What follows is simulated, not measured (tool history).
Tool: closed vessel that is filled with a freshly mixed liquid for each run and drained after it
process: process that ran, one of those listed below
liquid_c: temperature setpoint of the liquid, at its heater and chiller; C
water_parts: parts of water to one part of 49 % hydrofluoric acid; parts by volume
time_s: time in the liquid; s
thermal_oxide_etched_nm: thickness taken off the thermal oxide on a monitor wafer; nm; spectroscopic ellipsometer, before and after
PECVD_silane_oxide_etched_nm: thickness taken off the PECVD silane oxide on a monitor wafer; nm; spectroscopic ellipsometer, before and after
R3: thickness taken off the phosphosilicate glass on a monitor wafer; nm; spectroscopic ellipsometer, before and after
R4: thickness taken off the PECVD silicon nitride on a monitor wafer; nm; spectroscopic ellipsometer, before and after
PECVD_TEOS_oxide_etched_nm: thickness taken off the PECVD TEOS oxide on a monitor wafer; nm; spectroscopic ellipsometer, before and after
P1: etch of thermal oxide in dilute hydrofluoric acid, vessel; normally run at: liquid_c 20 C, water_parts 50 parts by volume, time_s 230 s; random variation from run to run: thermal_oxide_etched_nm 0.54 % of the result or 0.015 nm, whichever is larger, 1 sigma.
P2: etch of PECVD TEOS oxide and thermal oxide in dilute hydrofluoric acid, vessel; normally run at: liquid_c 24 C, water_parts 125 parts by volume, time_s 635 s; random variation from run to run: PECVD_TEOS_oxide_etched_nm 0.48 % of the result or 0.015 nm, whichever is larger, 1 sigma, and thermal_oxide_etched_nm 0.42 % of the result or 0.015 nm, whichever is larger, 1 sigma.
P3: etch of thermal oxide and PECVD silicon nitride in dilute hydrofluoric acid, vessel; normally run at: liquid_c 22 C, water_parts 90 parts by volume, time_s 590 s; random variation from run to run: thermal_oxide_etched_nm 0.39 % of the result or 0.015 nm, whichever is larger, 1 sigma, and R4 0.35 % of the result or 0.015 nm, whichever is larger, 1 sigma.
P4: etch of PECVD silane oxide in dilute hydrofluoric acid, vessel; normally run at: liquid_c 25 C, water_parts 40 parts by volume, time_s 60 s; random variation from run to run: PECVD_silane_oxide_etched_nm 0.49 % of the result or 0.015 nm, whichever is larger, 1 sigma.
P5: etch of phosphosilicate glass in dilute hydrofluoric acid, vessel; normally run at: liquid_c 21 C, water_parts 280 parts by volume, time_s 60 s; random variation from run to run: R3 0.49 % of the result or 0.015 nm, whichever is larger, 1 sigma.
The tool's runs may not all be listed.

{"run": 1, "hour": 15.0, "process": "P1", "liquid_c": 20, "water_parts": 50, "time_s": 230, "thermal_oxide_etched_nm": 19.834}
{"run": 2, "hour": 25.0, "process": "P1", "liquid_c": 20, "water_parts": 50, "time_s": 230, "thermal_oxide_etched_nm": 19.642}
{"run": 3, "hour": 38.2, "process": "P1", "liquid_c": 20, "water_parts": 50, "time_s": 230, "thermal_oxide_etched_nm": 19.683}
{"run": 4, "hour": 48.7, "process": "P4", "liquid_c": 25, "water_parts": 40, "time_s": 35, "PECVD_silane_oxide_etched_nm": 48.049}
{"run": 5, "hour": 59.0, "process": "P5", "liquid_c": 21, "water_parts": 280, "time_s": 60, "R3": 14.53}
{"run": 6, "hour": 66.9, "process": "P1", "liquid_c": 28, "water_parts": 50, "time_s": 230, "thermal_oxide_etched_nm": 27.543}
{"run": 7, "hour": 81.7, "process": "P1", "liquid_c": 20, "water_parts": 50, "time_s": 230, "thermal_oxide_etched_nm": 19.599}
{"run": 8, "hour": 93.6, "process": "P3", "liquid_c": 22, "water_parts": 55, "time_s": 590, "thermal_oxide_etched_nm": 48.735, "R4": 51.906}
{"run": 9, "hour": 100.8, "process": "P1", "liquid_c": 20, "water_parts": 80, "time_s": 65, "thermal_oxide_etched_nm": 3.3826}
{"run": 10, "hour": 112.5, "process": "P2", "liquid_c": 24, "water_parts": 125, "time_s": 1235, "thermal_oxide_etched_nm": 45.287, "PECVD_TEOS_oxide_etched_nm": 111.32}
{"run": 11, "hour": 120.7, "process": "P2", "liquid_c": 24, "water_parts": 125, "time_s": 635, "thermal_oxide_etched_nm": 23.487, "PECVD_TEOS_oxide_etched_nm": 57.319}
{"run": 12, "hour": 135.2, "process": "P4", "liquid_c": 17, "water_parts": 40, "time_s": 60, "PECVD_silane_oxide_etched_nm": 58.827}
{"run": 13, "hour": 145.3, "process": "P1", "liquid_c": 20, "water_parts": 50, "time_s": 230, "thermal_oxide_etched_nm": 19.53}
{"run": 14, "hour": 158.6, "process": "P1", "liquid_c": 17, "water_parts": 50, "time_s": 230, "thermal_oxide_etched_nm": 17.293}
{"run": 15, "hour": 167.6, "process": "P5", "liquid_c": 17, "water_parts": 280, "time_s": 60, "R3": 12.567}
{"run": 16, "hour": 176.7, "process": "P5", "liquid_c": 21, "water_parts": 280, "time_s": 115, "R3": 28.226}
{"run": 17, "hour": 184.6, "process": "P3", "liquid_c": 22, "water_parts": 90, "time_s": 590, "thermal_oxide_etched_nm": 28.66, "R4": 32.369}
{"run": 18, "hour": 197.8, "process": "P1", "liquid_c": 20, "water_parts": 50, "time_s": 230, "thermal_oxide_etched_nm": 19.584}
{"run": 19, "hour": 208.5, "process": "P5", "liquid_c": 21, "water_parts": 60, "time_s": 60, "R3": 84.831}
{"run": 20, "hour": 216.5, "process": "P2", "liquid_c": 28, "water_parts": 125, "time_s": 635, "thermal_oxide_etched_nm": 27.457, "PECVD_TEOS_oxide_etched_nm": 66.402}
{"run": 21, "hour": 228.4, "process": "P1", "liquid_c": 20, "water_parts": 90, "time_s": 230, "thermal_oxide_etched_nm": 10.473}
{"run": 22, "hour": 244.3, "process": "P1", "liquid_c": 20, "water_parts": 25, "time_s": 230, "thermal_oxide_etched_nm": 40.567}
{"run": 23, "hour": 253.3, "process": "P4", "liquid_c": 25, "water_parts": 20, "time_s": 60, "PECVD_silane_oxide_etched_nm": 171.88}
{"run": 24, "hour": 268.5, "process": "P3", "liquid_c": 22, "water_parts": 90, "time_s": 590, "thermal_oxide_etched_nm": 28.642, "R4": 32.088}
{"run": 25, "hour": 282.4, "process": "P3", "liquid_c": 30, "water_parts": 90, "time_s": 590, "thermal_oxide_etched_nm": 39.253, "R4": 53.764}
{"run": 26, "hour": 294.3, "process": "P1", "liquid_c": 20, "water_parts": 50, "time_s": 230, "thermal_oxide_etched_nm": 19.78}
{"run": 27, "hour": 302.5, "process": "P2", "liquid_c": 24, "water_parts": 25, "time_s": 635, "thermal_oxide_etched_nm": 133.21, "PECVD_TEOS_oxide_etched_nm": 327.11}
{"hour": 312.8, "done": "hydrofluoric acid flow meter replaced"}
{"run": 28, "hour": 313.0, "process": "P1", "liquid_c": 20, "water_parts": 50, "time_s": 120, "thermal_oxide_etched_nm": 10.236}
{"run": 29, "hour": 328.2, "process": "P3", "liquid_c": 22, "water_parts": 90, "time_s": 215, "thermal_oxide_etched_nm": 10.382, "R4": 11.679}
{"run": 30, "hour": 336.4, "process": "P4", "liquid_c": 25, "water_parts": 40, "time_s": 60, "PECVD_silane_oxide_etched_nm": 83.142}
{"run": 31, "hour": 347.3, "process": "P4", "liquid_c": 25, "water_parts": 40, "time_s": 60, "PECVD_silane_oxide_etched_nm": 83.527}
{"run": 32, "hour": 362.8, "process": "P1", "liquid_c": 20, "water_parts": 50, "time_s": 365, "thermal_oxide_etched_nm": 31.446}
{"run": 33, "hour": 379.2, "process": "P1", "liquid_c": 20, "water_parts": 50, "time_s": 230, "thermal_oxide_etched_nm": 19.663}
{"run": 34, "hour": 387.9, "process": "P1", "liquid_c": 20, "water_parts": 50, "time_s": 230, "thermal_oxide_etched_nm": 19.073}
{"run": 35, "hour": 396.6, "process": "P1", "liquid_c": 20, "water_parts": 50, "time_s": 230, "thermal_oxide_etched_nm": 18.835}
{"run": 36, "hour": 406.7, "process": "P1", "liquid_c": 20, "water_parts": 50, "time_s": 230, "thermal_oxide_etched_nm": 18.483}
{"run": 37, "hour": 416.5, "process": "P1", "liquid_c": 20, "water_parts": 50, "time_s": 230, "thermal_oxide_etched_nm": 18.391}
{"run": 38, "hour": 430.4, "process": "P1", "liquid_c": 20, "water_parts": 50, "time_s": 230, "thermal_oxide_etched_nm": 18.194}
{"run": 39, "hour": 440.4, "process": "P1", "liquid_c": 20, "water_parts": 50, "time_s": 230, "thermal_oxide_etched_nm": 17.969}
{"run": 40, "hour": 449.1, "process": "P1", "liquid_c": 20, "water_parts": 50, "time_s": 230, "thermal_oxide_etched_nm": 17.979}
{"run": 41, "hour": 457.5, "process": "P1", "liquid_c": 20, "water_parts": 50, "time_s": 230, "thermal_oxide_etched_nm": 18.037}
{"run": 42, "hour": 474.0, "process": "P1", "liquid_c": 20, "water_parts": 50, "time_s": 230, "thermal_oxide_etched_nm": 18.107}

What P1 gives has crept away from where it was. These 2 causes fit the log equally well, each at the size given:
A: liquid colder than its thermometer reads (K) = 1.99
B: hydrofluoric acid flow below the setpoint (%) = 7.71
The creep began at about hour 379.2.

4 check runs are offered, one wafer each, their results left as question marks. Which one tells the causes apart?
{"run": "check 1", "hour": 490.5, "process": "P5", "liquid_c": 17, "water_parts": 80, "time_s": 60, "R3": "?"}
{"run": "check 2", "hour": 490.5, "process": "P4", "liquid_c": 17, "water_parts": 20, "time_s": 60, "PECVD_silane_oxide_etched_nm": "?"}
{"run": "check 3", "hour": 490.5, "process": "P3", "liquid_c": 22, "water_parts": 90, "time_s": 315, "thermal_oxide_etched_nm": "?", "R4": "?"}
{"run": "check 4", "hour": 490.5, "process": "P2", "liquid_c": 24, "water_parts": 30, "time_s": 1110, "thermal_oxide_etched_nm": "?", "PECVD_TEOS_oxide_etched_nm": "?"}

What each check would give under each cause:
check=check_1 result=R3 if_A=48.714 if_B=48.634
check=check_2 result=PECVD_silane_oxide_etched_nm if_A=110.25 if_B=111.02
check=check_3 result=thermal_oxide_etched_nm if_A=14.086 if_B=13.979
check=check_3 result=R4 if_A=14.956 if_B=15.821
check=check_4 result=thermal_oxide_etched_nm if_A=177.5 if_B=177.53
check=check_4 result=PECVD_TEOS_oxide_etched_nm if_A=433.87 if_B=433.94
How far apart the two closest causes lie, in the result that separates them most: check 1 0.16 %; check 2 0.7 %; check 3 5.62 %; check 4 0.02 %
Check 3 tells the causes apart: in the others they would give nearly the same result.

Check 3 was then run and gave: thermal_oxide_etched_nm 14.119 nm; R4 15.065 nm. Which cause is it?

It is A: liquid colder than its thermometer reads (K).

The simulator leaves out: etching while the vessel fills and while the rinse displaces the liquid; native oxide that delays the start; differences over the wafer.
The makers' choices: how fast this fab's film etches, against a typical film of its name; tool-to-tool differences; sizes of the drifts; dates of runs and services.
